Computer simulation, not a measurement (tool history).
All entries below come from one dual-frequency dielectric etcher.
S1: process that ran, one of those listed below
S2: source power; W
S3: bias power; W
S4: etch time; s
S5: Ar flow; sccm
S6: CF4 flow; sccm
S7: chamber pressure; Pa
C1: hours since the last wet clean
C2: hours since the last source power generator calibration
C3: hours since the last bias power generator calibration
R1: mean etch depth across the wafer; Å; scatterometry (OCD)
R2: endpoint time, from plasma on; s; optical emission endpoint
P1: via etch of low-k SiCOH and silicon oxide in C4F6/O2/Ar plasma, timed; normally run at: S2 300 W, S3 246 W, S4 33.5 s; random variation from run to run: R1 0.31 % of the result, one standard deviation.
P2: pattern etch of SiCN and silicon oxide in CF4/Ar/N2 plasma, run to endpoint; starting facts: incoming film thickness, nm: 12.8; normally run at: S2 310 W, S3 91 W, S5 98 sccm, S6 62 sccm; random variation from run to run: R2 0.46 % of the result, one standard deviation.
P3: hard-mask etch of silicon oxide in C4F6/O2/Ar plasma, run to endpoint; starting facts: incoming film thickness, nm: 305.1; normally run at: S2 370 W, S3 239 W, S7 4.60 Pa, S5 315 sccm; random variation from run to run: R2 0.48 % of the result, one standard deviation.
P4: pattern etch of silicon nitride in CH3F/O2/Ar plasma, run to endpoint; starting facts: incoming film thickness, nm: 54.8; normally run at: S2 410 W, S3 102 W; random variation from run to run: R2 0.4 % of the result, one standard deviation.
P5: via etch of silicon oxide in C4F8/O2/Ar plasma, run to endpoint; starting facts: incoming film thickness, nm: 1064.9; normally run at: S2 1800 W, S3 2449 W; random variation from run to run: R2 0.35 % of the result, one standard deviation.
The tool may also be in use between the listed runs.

run,hour,S1,S2,S3,S4,S5,S6,S7,C1,C2,C3,R1,R2
1,3.9,P1,300,246,33.5,,,,290.9,2491.7,1944.2,774.73,
2,7.4,P2,310,91,,98,38,,294.4,2495.2,1947.7,,20.160
3,10.5,P1,300,246,21.0,,,,297.5,2498.3,1950.8,488.38,
4,16.3,P1,300,146,33.5,,,,303.3,2504.1,1956.6,656.37,
5,22.3,P2,310,91,,98,62,,309.3,2510.1,1962.6,,18.916
6,26.5,P5,1800,2449,,,,,313.5,2514.3,1966.8,,209.380
7,31.5,P2,310,91,,62,62,,318.5,2519.3,1971.8,,17.727
8,35.0,P4,410,102,,,,,322.0,2522.8,1975.3,,71.303
9,40.7,P3,370,239,,315,,4.60,327.7,2528.5,1981.0,,93.241
10,46.3,P1,300,246,33.5,,,,333.3,2534.1,1986.6,776.78,
11,52.9,P4,290,102,,,,,339.9,2540.7,1993.2,,81.145
12,57.4,P3,370,239,,447,,4.60,344.4,2545.2,1997.7,,97.509
# hour 58.6: source power generator calibrated
13,63.9,P1,300,246,33.5,,,,350.9,5.4,2004.2,778.42,
14,70.1,P2,310,57,,98,62,,357.1,11.6,2010.4,,22.065
15,74.6,P3,460,239,,315,,4.60,361.6,16.1,2014.9,,86.347
16,80.1,P1,300,246,33.5,,,,367.1,21.6,2020.4,781.06,
17,85.6,P1,400,246,18.5,,,,372.6,27.1,2025.9,480.04,
18,89.1,P4,410,102,,,,,376.1,30.6,2029.4,,71.373
19,94.1,P5,2470,2449,,,,,381.1,35.6,2034.4,,184.310
20,100.5,P1,380,246,33.5,,,,387.5,42.0,2040.8,851.45,

What does the tool deliver on the next run?
21,105.1,P2,230,91,,98,62,,392.1,46.6,2045.4,,?

Run 21 measured R2 24.354 s.
